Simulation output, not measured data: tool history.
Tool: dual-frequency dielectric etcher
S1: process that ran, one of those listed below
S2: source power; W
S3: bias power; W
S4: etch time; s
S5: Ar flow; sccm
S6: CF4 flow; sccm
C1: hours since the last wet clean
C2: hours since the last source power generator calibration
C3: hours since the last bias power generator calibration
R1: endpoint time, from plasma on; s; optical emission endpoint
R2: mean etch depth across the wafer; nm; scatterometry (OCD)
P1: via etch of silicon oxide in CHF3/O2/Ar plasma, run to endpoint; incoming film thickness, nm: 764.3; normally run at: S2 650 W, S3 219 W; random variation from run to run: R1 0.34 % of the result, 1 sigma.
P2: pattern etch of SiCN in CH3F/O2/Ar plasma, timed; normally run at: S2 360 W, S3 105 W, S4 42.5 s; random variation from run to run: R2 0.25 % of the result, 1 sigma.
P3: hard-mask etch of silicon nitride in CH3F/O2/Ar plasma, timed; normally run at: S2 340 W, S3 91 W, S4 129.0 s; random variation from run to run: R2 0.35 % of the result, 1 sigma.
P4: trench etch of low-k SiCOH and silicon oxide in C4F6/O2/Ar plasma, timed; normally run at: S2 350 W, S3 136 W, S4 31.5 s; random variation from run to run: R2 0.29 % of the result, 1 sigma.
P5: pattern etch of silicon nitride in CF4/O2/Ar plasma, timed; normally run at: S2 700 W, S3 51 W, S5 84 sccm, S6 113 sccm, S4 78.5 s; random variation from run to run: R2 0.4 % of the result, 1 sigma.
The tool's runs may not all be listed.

Run 1, hour 4.9: S1 P1, S2 650 W, S3 219 W; C1 434.5; C2 1382.3; C3 1948.1. Result: R1 350.35 s.
Run 2, hour 10.3: S1 P1, S2 510 W, S3 285 W; C1 439.9; C2 1387.7; C3 1953.5. Result: R1 350.63 s.
Run 3, hour 16.7: S1 P4, S2 350 W, S3 136 W, S4 31.5 s; C1 446.3; C2 1394.1; C3 1959.9. Result: R2 85.9650 nm.
Run 4, hour 21.7: S1 P5, S2 700 W, S3 32 W, S4 78.5 s, S5 84 sccm, S6 113 sccm; C1 451.3; C2 1399.1; C3 1964.9. Result: R2 172.4600 nm.
At hour 24.0: wet clean of the chamber.
Run 5, hour 25.8: S1 P3, S2 340 W, S3 129 W, S4 129.0 s; C1 1.9; C2 1403.2; C3 1969.0. Result: R2 104.1600 nm.
Run 6, hour 30.5: S1 P1, S2 790 W, S3 219 W; C1 6.6; C2 1407.9; C3 1973.7. Result: R1 324.87 s.
Run 7, hour 37.9: S1 P5, S2 700 W, S3 51 W, S4 78.5 s, S5 84 sccm, S6 87 sccm; C1 14.0; C2 1415.3; C3 1981.1. Result: R2 195.4500 nm.
Run 8, hour 42.2: S1 P1, S2 650 W, S3 219 W; C1 18.3; C2 1419.6; C3 1985.4. Result: R1 350.08 s.
Run 9, hour 49.9: S1 P2, S2 250 W, S3 105 W, S4 42.5 s; C1 26.0; C2 1427.3; C3 1993.1. Result: R2 15.5580 nm.
Run 10, hour 57.2: S1 P1, S2 840 W, S3 150 W; C1 33.3; C2 1434.6; C3 2000.4. Result: R1 360.40 s.
Run 11, hour 63.0: S1 P2, S2 360 W, S3 105 W, S4 42.5 s; C1 39.1; C2 1440.4; C3 2006.2. Result: R2 17.7440 nm.
Run 12, hour 68.0: S1 P1, S2 880 W, S3 256 W; C1 44.1; C2 1445.4; C3 2011.2. Result: R1 296.99 s.
Run 13, hour 71.7: S1 P1, S2 650 W, S3 280 W; C1 47.8; C2 1449.1; C3 2014.9. Result: R1 321.85 s.
Run 14, hour 78.1: S1 P1, S2 650 W, S3 219 W; C1 54.2; C2 1455.5; C3 2021.3. Result: R1 348.94 s.
Run 15, hour 85.2: S1 P4, S2 350 W, S3 104 W, S4 31.5 s; C1 61.3; C2 1462.6; C3 2028.4. Result: R2 79.2160 nm.
Run 16, hour 92.6: S1 P3, S2 340 W, S3 91 W, S4 94.0 s; C1 68.7; C2 1470.0; C3 2035.8. Result: R2 66.1540 nm.
Run 17, hour 98.3: S1 P1, S2 460 W, S3 219 W; C1 74.4; C2 1475.7; C3 2041.5. Result: R1 402.01 s.
Run 18, hour 105.8: S1 P1, S2 650 W, S3 219 W; C1 81.9; C2 1483.2; C3 2049.0. Result: R1 350.61 s.
Run 19, hour 109.2: S1 P3, S2 250 W, S3 91 W, S4 129.0 s; C1 85.3; C2 1486.6; C3 2052.4. Result: R2 81.2960 nm.
Run 20, hour 116.3: S1 P5, S2 700 W, S3 51 W, S4 78.5 s, S5 117 sccm, S6 113 sccm; C1 92.4; C2 1493.7; C3 2059.5. Result: R2 195.0400 nm.
Run 21, hour 120.0: S1 P2, S2 360 W, S3 72 W, S4 42.5 s; C1 96.1; C2 1497.4; C3 2063.2. Result: R2 15.4510 nm.
Run 22, hour 126.7: S1 P1, S2 650 W, S3 219 W; C1 102.8; C2 1504.1; C3 2069.9. Result: R1 352.41 s.
Run 23, hour 130.9: S1 P5, S2 850 W, S3 51 W, S4 78.5 s, S5 84 sccm, S6 113 sccm; C1 107.0; C2 1508.3; C3 2074.1. Result: R2 239.5900 nm.
Run 24, hour 137.4: S1 P1, S2 650 W, S3 171 W; C1 113.5; C2 1514.8; C3 2080.6. Result: R1 381.61 s.
Run 25, hour 142.9: S1 P2, S2 360 W, S3 105 W, S4 23.5 s; C1 119.0; C2 1520.3; C3 2086.1. Result: R2 9.8557 nm.
Run 26, hour 147.6: S1 P5, S2 700 W, S3 51 W, S4 56.5 s, S5 84 sccm, S6 113 sccm; C1 123.7; C2 1525.0; C3 2090.8. Result: R2 145.1600 nm.
Run 27, hour 151.6: S1 P4, S2 450 W, S3 136 W, S4 31.5 s; C1 127.7; C2 1529.0; C3 2094.8. Result: R2 95.3280 nm.
Run 28, hour 157.2: S1 P5, S2 700 W, S3 51 W, S4 78.5 s, S5 84 sccm, S6 113 sccm; C1 133.3; C2 1534.6; C3 2100.4. Result: R2 202.0600 nm.
Run 29, hour 164.8: S1 P3, S2 340 W, S3 91 W, S4 129.0 s; C1 140.9; C2 1542.2; C3 2108.0. Result: R2 90.3230 nm.
Run 30, hour 168.7: S1 P4, S2 350 W, S3 136 W, S4 44.0 s; C1 144.8; C2 1546.1; C3 2111.9. Result: R2 119.5700 nm.
Run 31, hour 175.5: S1 P1, S2 650 W, S3 219 W; C1 151.6; C2 1552.9; C3 2118.7. Result: R1 350.97 s.
Run 32, hour 179.8: S1 P3, S2 340 W, S3 91 W, S4 129.0 s; C1 155.9; C2 1557.2; C3 2123.0. Result: R2 90.5660 nm.
Run 33, hour 183.6: S1 P1, S2 650 W, S3 219 W; C1 159.7; C2 1561.0; C3 2126.8. Result: R1 352.27 s.
Run 34, hour 188.3: S1 P1, S2 650 W, S3 219 W; C1 164.4; C2 1565.7; C3 2131.5. Result: R1 353.79 s.
Run 35, hour 192.4: S1 P1, S2 650 W, S3 219 W; C1 168.5; C2 1569.8; C3 2135.6. Result: R1 355.09 s.
Run 36, hour 197.0: S1 P1, S2 650 W, S3 219 W; C1 173.1; C2 1574.4; C3 2140.2. Result: R1 354.54 s.
At hour 198.8: wet clean of the chamber.
Run 37, hour 200.4: S1 P1, S2 650 W, S3 219 W; C1 1.6; C2 1577.8; C3 2143.6. Result: R1 355.86 s.
Run 38, hour 207.1: S1 P1, S2 650 W, S3 219 W; C1 8.3; C2 1584.5; C3 2150.3. Result: R1 355.71 s.
Run 39, hour 212.8: S1 P1, S2 650 W, S3 219 W; C1 14.0; C2 1590.2; C3 2156.0. Result: R1 357.14 s.
Run 40, hour 220.4: S1 P1, S2 650 W, S3 219 W; C1 21.6; C2 1597.8; C3 2163.6. Result: R1 356.62 s.

What P1 gives has crept away from where it was. These 2 causes fit the log equally well, each at the size given:
A: bias power that arrives under what is set, % = 4.79
B: source power that arrives under what is set, % = 4.38
The creep began at about hour 183.6.
Why every other cause is out:
chamber walls in a state that lowers the etch rate, %: serviced at hour 198.8, which brought nothing back

4 check runs are offered, each on 2 wafers whose results are averaged, their results left as question marks. Which one tells the causes apart?
Run check 1, hour 228.0: S1 P2, S2 360 W, S3 105 W, S4 42.5 s. Result: R2 ?.
Run check 2, hour 228.0: S1 P4, S2 350 W, S3 136 W, S4 31.5 s. Result: R2 ?.
Run check 3, hour 228.0: S1 P3, S2 340 W, S3 91 W, S4 129.0 s. Result: R2 ?.
Run check 4, hour 228.0: S1 P5, S2 700 W, S3 51 W, S4 78.5 s, S5 84 sccm, S6 113 sccm. Result: R2 ?.

What each check would give under each cause:
  check  result      if A      if B
check 1      R2   17.5040   17.5440
check 2      R2   84.6720   84.4110
check 3      R2   89.0150   89.1160
check 4      R2  198.9900  194.6500
How far apart the two closest causes lie, in the result that separates them most: check 1 0.23 %; check 2 0.31 %; check 3 0.11 %; check 4 2.21 %
Check 4 tells the causes apart: in the others they would give nearly the same result.

Check 4 was then run and gave: R2 195.3600 nm. Which cause is it?

It is B: source power that arrives under what is set, %.

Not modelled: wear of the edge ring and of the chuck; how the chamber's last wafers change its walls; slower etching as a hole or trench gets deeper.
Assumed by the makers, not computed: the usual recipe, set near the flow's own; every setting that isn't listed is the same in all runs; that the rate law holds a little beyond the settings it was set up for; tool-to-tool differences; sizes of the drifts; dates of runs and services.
